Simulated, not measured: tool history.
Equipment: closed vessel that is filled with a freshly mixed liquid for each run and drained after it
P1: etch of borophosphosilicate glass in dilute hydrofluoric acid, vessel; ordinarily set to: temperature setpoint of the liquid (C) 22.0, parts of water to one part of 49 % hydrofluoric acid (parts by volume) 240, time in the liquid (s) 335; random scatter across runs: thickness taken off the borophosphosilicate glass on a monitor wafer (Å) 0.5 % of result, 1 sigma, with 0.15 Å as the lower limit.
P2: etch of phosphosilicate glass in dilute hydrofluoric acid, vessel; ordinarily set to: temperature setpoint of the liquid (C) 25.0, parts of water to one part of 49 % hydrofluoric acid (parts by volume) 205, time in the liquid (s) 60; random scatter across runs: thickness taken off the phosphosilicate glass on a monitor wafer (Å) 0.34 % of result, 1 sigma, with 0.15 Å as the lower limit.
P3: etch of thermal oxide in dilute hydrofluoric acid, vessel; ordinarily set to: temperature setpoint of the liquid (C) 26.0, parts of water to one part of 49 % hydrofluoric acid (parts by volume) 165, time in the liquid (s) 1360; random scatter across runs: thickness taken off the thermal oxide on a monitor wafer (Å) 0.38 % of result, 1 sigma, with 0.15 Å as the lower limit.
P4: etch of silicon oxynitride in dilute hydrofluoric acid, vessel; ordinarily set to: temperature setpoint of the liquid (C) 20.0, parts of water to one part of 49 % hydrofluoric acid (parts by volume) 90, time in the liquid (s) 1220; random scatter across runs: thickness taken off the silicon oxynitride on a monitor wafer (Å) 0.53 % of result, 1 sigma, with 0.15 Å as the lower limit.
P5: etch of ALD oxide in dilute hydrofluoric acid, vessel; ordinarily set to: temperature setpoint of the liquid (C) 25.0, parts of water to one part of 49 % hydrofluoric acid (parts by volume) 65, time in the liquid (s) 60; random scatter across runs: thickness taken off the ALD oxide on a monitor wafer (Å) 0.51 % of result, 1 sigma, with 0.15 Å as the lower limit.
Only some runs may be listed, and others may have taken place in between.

run   hour  process that ran  temperature setpoint of the liquid (C)  parts of water to one part of 49 % hydrofluoric acid (parts by volume)  time in the liquid (s)  hours since the thermometer was replaced  hours since the hydrofluoric acid flow meter was replaced  thickness taken off the borophosphosilicate glass on a monitor wafer (Å)  thickness taken off the silicon oxynitride on a monitor wafer (Å)  thickness taken off the thermal oxide on a monitor wafer (Å)  thickness taken off the phosphosilicate glass on a monitor wafer (Å)  thickness taken off the ALD oxide on a monitor wafer (Å)
  1    5.5                P1                                    22.0                                                                     240                     335                                    1243.1                                                      197.3                                                                    533.65
  2    8.9                P4                                    20.0                                                                      90                    1220                                    1246.5                                                      200.7                                                                                                                                       194.21
  3   13.0                P1                                    22.0                                                                      95                     335                                    1250.6                                                      204.8                                                                   1580.00
  4   18.4                P3                                    33.5                                                                     165                    1360                                    1256.0                                                      210.2                                                                                                                                                                                                     538.30
  5   22.4                P1                                    22.0                                                                     240                     335                                    1260.0                                                      214.2                                                                    529.72
  6   27.8                P1                                    22.0                                                                     240                     130                                    1265.4                                                      219.6                                                                    207.49
      29.0  -- hydrofluoric acid flow meter replaced
  7   32.9                P1                                    22.0                                                                     240                     335                                    1270.5                                                        3.9                                                                    534.09
  8   36.6                P1                                    22.0                                                                     240                     335                                    1274.2                                                        7.6                                                                    532.94
  9   40.0                P2                                    17.0                                                                     205                      60                                    1277.6                                                       11.0                                                                                                                                                                                                                                                                           241.28
 10   43.9                P1                                    17.0                                                                     240                     105                                    1281.5                                                       14.9                                                                    138.30
 11   47.6                P2                                    25.0                                                                     205                      60                                    1285.2                                                       18.6                                                                                                                                                                                                                                                                           330.45
 12   53.1                P1                                    22.0                                                                     240                     635                                    1290.7                                                       24.1                                                                   1015.90
 13   58.3                P3                                    26.0                                                                      90                    1360                                    1295.9                                                       29.3                                                                                                                                                                                                     834.57
 14   63.1                P1                                    22.0                                                                     240                     335                                    1300.7                                                       34.1                                                                    530.72
 15   66.5                P5                                    32.0                                                                      65                      60                                    1304.1                                                       37.5                                                                                                                                                                                                                                                                                                                                    184.680
 16   71.4                P3                                    26.0                                                                     165                    1360                                    1309.0                                                       42.4                                                                                                                                                                                                     413.59
 17   74.2                P1                                    17.0                                                                     240                     335                                    1311.8                                                       45.2                                                                    445.12
 18   78.1                P3                                    26.0                                                                     165                    1360                                    1315.7                                                       49.1                                                                                                                                                                                                     411.42
 19   81.8                P2                                    25.0                                                                     300                      60                                    1319.4                                                       52.8                                                                                                                                                                                                                                                                           203.68
 20   86.4                P4                                    17.0                                                                      90                    1220                                    1324.0                                                       57.4                                                                                                                                       167.74
 21   92.1                P4                                    20.0                                                                      90                    2125                                    1329.7                                                       63.1                                                                                                                                       338.94
 22   97.8                P2                                    25.0                                                                     205                      30                                    1335.4                                                       68.8                                                                                                                                                                                                                                                                           164.43
 23  102.1                P1                                    22.0                                                                     365                     335                                    1339.7                                                       73.1                                                                    315.67
 24  106.5                P5                                    25.0                                                                      65                      30                                    1344.1                                                       77.5                                                                                                                                                                                                                                                                                                                                     70.088
 25  110.7                P1                                    22.0                                                                     240                     335                                    1348.3                                                       81.7                                                                    531.55
 26  114.2                P4                                    20.0                                                                     155                    1220                                    1351.8                                                       85.2                                                                                                                                       107.56
 27  119.4                P5                                    25.0                                                                     105                      60                                    1357.0                                                       90.4                                                                                                                                                                                                                                                                                                                                     81.598
 28  124.7                P1                                    30.0                                                                     240                     335                                    1362.3                                                       95.7                                                                    703.17
 29  130.1                P3                                    26.0                                                                     165                    2400                                    1367.7                                                      101.1                                                                                                                                                                                                     724.21
 30  132.8                P1                                    26.0                                                                     240                     195                                    1370.4                                                      103.8                                                                    360.05
 31  136.7                P4                                    20.0                                                                      90                    1220                                    1374.3                                                      107.7                                                                                                                                       191.97
 32  139.8                P5                                    25.0                                                                      65                      60                                    1377.4                                                      110.8                                                                                                                                                                                                                                                                                                                                    139.320
 33  142.7                P1                                    22.0                                                                     240                     335                                    1380.3                                                      113.7                                                                    532.15
 34  147.5                P1                                    22.0                                                                     240                     335                                    1385.1                                                      118.5                                                                    545.30
 35  151.4                P1                                    22.0                                                                     240                     335                                    1389.0                                                      122.4                                                                    557.59
 36  156.1                P1                                    22.0                                                                     240                     335                                    1393.7                                                      127.1                                                                    554.49
 37  160.8                P1                                    22.0                                                                     240                     335                                    1398.4                                                      131.8                                                                    564.98
 38  166.6                P1                                    22.0                                                                     240                     335                                    1404.2                                                      137.6                                                                    566.78
 39  169.7                P1                                    22.0                                                                     240                     335                                    1407.3                                                      140.7                                                                    570.80
 40  174.8                P1                                    22.0                                                                     240                     335                                    1412.4                                                      145.8                                                                    569.38
 41  180.3                P1                                    22.0                                                                     240                     335                                    1417.9                                                      151.3                                                                    572.11
 42  184.0                P1                                    22.0                                                                     240                     335                                    1421.6                                                      155.0                                                                    569.35
 43  189.6                P1                                    22.0                                                                     240                     335                                    1427.2                                                      160.6                                                                    569.54
 44  192.7                P1                                    22.0                                                                     240                     335                                    1430.3                                                      163.7                                                                    573.32

Something has made what P1 gives creep away from where it was; the 2 causes below, each at its own stated size, fit the log equally well:
A: liquid hotter than its thermometer reads (K) = 1.83
B: hydrofluoric acid flow above the setpoint (%) = 5.56
The process output started creeping at around hour 142.7.

Consider the 4 check runs below, whose results appear as question marks and each of which averages 2 wafers. Which one distinguishes the causes, in that each cause would give it a clearly different result?
check 1  195.8                P4                                    20.0                                                                      90                    1895                                                                                                                                                                                                                                                 ?
check 2  195.8                P3                                    33.5                                                                     165                    2095                                                                                                                                                                                                                                                                                                               ?
check 3  195.8                P2                                    21.5                                                                     205                      60                                                                                                                                                                                                                                                                                                                                                                                     ?
check 4  195.8                P5                                    29.0                                                                     100                      60                                                                                                                                                                                                                                                                                                                                                                                                                                               ?

Outcome of each check run for each possible cause:
  check                                                                result     if A     if B
check 1     thickness taken off the silicon oxynitride on a monitor wafer (Å)   329.51   319.20
check 2          thickness taken off the thermal oxide on a monitor wafer (Å)   883.96   887.71
check 3  thickness taken off the phosphosilicate glass on a monitor wafer (Å)   310.37   309.28
check 4              thickness taken off the ALD oxide on a monitor wafer (Å)  108.890  108.110
Smallest distance between any two causes, each pair judged by its most separating result, in per cent: check 1 3.18 %; check 2 0.42 %; check 3 0.35 %; check 4 0.72 %
Check 1 tells the causes apart: in the others they would give nearly the same result.

Check 1 was carried out, with these results: thickness taken off the silicon oxynitride on a monitor wafer (Å) 317.95. Which of the listed causes is responsible?

The cause is B: hydrofluoric acid flow above the setpoint (%).
